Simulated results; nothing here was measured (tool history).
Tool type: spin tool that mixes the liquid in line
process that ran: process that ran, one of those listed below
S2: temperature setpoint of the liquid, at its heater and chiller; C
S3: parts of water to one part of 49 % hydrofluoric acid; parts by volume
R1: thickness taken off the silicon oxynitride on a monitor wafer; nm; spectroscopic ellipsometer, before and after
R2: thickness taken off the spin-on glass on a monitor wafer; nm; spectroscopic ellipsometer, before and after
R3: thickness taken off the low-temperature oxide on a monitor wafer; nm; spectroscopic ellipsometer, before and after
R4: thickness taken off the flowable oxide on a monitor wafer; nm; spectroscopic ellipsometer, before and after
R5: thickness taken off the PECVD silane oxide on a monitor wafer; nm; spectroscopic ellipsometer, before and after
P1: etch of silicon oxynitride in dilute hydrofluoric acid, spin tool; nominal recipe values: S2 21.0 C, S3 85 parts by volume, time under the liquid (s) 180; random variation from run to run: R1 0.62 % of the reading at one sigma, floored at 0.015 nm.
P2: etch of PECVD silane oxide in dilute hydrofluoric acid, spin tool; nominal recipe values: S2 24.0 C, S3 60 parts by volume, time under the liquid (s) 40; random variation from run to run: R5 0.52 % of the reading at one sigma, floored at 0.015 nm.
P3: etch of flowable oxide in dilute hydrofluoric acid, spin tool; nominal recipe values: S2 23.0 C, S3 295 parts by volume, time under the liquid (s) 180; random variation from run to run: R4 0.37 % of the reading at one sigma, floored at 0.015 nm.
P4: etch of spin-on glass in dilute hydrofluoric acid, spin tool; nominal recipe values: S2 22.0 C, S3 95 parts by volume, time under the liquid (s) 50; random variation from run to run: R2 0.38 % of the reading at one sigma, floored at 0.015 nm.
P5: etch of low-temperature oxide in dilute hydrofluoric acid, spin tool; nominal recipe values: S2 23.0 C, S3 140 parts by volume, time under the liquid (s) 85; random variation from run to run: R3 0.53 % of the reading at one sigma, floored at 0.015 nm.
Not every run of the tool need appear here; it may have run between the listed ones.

run 1 hour=8.1 | process_that_ran=P1 S2=21.0 S3=85 time_under_the_liquid_(s)=180 | R1=3.57440
run 2 hour=23.1 | process_that_ran=P1 S2=21.0 S3=35 time_under_the_liquid_(s)=180 | R1=9.03650
run 3 hour=37.5 | process_that_ran=P4 S2=26.0 S3=95 time_under_the_liquid_(s)=50 | R2=28.254
run 4 hour=50.2 | process_that_ran=P5 S2=28.5 S3=140 time_under_the_liquid_(s)=85 | R3=22.650
run 5 hour=62.4 | process_that_ran=P5 S2=23.0 S3=140 time_under_the_liquid_(s)=85 | R3=18.479
run 6 hour=69.2 | process_that_ran=P4 S2=22.0 S3=95 time_under_the_liquid_(s)=50 | R2=24.086
run 7 hour=76.8 | process_that_ran=P5 S2=23.0 S3=140 time_under_the_liquid_(s)=85 | R3=18.343
run 8 hour=91.5 | process_that_ran=P1 S2=21.0 S3=85 time_under_the_liquid_(s)=180 | R1=3.59360
run 9 hour=100.4 | process_that_ran=P3 S2=30.5 S3=295 time_under_the_liquid_(s)=180 | R4=22.6730
run 10 hour=111.5 | process_that_ran=P5 S2=23.0 S3=140 time_under_the_liquid_(s)=155 | R3=33.723
run 11 hour=125.7 | process_that_ran=P1 S2=21.0 S3=85 time_under_the_liquid_(s)=275 | R1=5.47850
run 12 hour=140.8 | process_that_ran=P1 S2=21.0 S3=85 time_under_the_liquid_(s)=180 | R1=3.58440
run 13 hour=154.1 | process_that_ran=P1 S2=21.0 S3=85 time_under_the_liquid_(s)=180 | R1=3.60430
run 14 hour=168.0 | process_that_ran=P4 S2=22.0 S3=95 time_under_the_liquid_(s)=100 | R2=48.202
run 15 hour=176.5 | process_that_ran=P2 S2=24.0 S3=20 time_under_the_liquid_(s)=40 | R5=107.790
run 16 hour=185.1 | process_that_ran=P3 S2=23.0 S3=120 time_under_the_liquid_(s)=180 | R4=51.7070
run 17 hour=192.2 | process_that_ran=P2 S2=24.0 S3=60 time_under_the_liquid_(s)=40 | R5=34.096
run 18 hour=199.7 | process_that_ran=P5 S2=23.0 S3=45 time_under_the_liquid_(s)=85 | R3=64.646
run 19 hour=208.6 | process_that_ran=P4 S2=22.0 S3=40 time_under_the_liquid_(s)=50 | R2=61.158
run 20 hour=221.1 | process_that_ran=P2 S2=18.0 S3=60 time_under_the_liquid_(s)=40 | R5=26.391
run 21 hour=229.1 | process_that_ran=P1 S2=21.0 S3=85 time_under_the_liquid_(s)=15 | R1=0.31555
-- hour=229.5 thermometer replaced
run 22 hour=241.5 | process_that_ran=P1 S2=28.5 S3=85 time_under_the_liquid_(s)=180 | R1=5.08860
run 23 hour=255.2 | process_that_ran=P1 S2=21.0 S3=85 time_under_the_liquid_(s)=180 | R1=3.56920
run 24 hour=270.3 | process_that_ran=P1 S2=17.0 S3=40 time_under_the_liquid_(s)=180 | R1=6.41860
run 25 hour=283.1 | process_that_ran=P1 S2=21.0 S3=85 time_under_the_liquid_(s)=180 | R1=3.58290
run 26 hour=294.8 | process_that_ran=P2 S2=24.0 S3=60 time_under_the_liquid_(s)=40 | R5=34.349
run 27 hour=307.9 | process_that_ran=P3 S2=23.0 S3=295 time_under_the_liquid_(s)=35 | R4=3.4108
run 28 hour=318.3 | process_that_ran=P2 S2=24.0 S3=60 time_under_the_liquid_(s)=65 | R5=55.873
run 29 hour=327.0 | process_that_ran=P1 S2=21.0 S3=85 time_under_the_liquid_(s)=180 | R1=3.57930
run 30 hour=336.3 | process_that_ran=P1 S2=17.0 S3=85 time_under_the_liquid_(s)=180 | R1=2.93570
run 31 hour=348.0 | process_that_ran=P3 S2=23.0 S3=295 time_under_the_liquid_(s)=180 | R4=17.5980
run 32 hour=362.6 | process_that_ran=P1 S2=21.0 S3=125 time_under_the_liquid_(s)=180 | R1=2.38740
run 33 hour=373.1 | process_that_ran=P1 S2=21.0 S3=85 time_under_the_liquid_(s)=180 | R1=3.56180
run 34 hour=387.1 | process_that_ran=P1 S2=21.0 S3=85 time_under_the_liquid_(s)=180 | R1=3.48800

Run 35, settings as shown, results not yet in. Your forecast:
run 35 hour=400.9 | process_that_ran=P1 S2=21.0 S3=85 time_under_the_liquid_(s)=180 | R1=?

{"run 35": {"R1": 3.3965}}
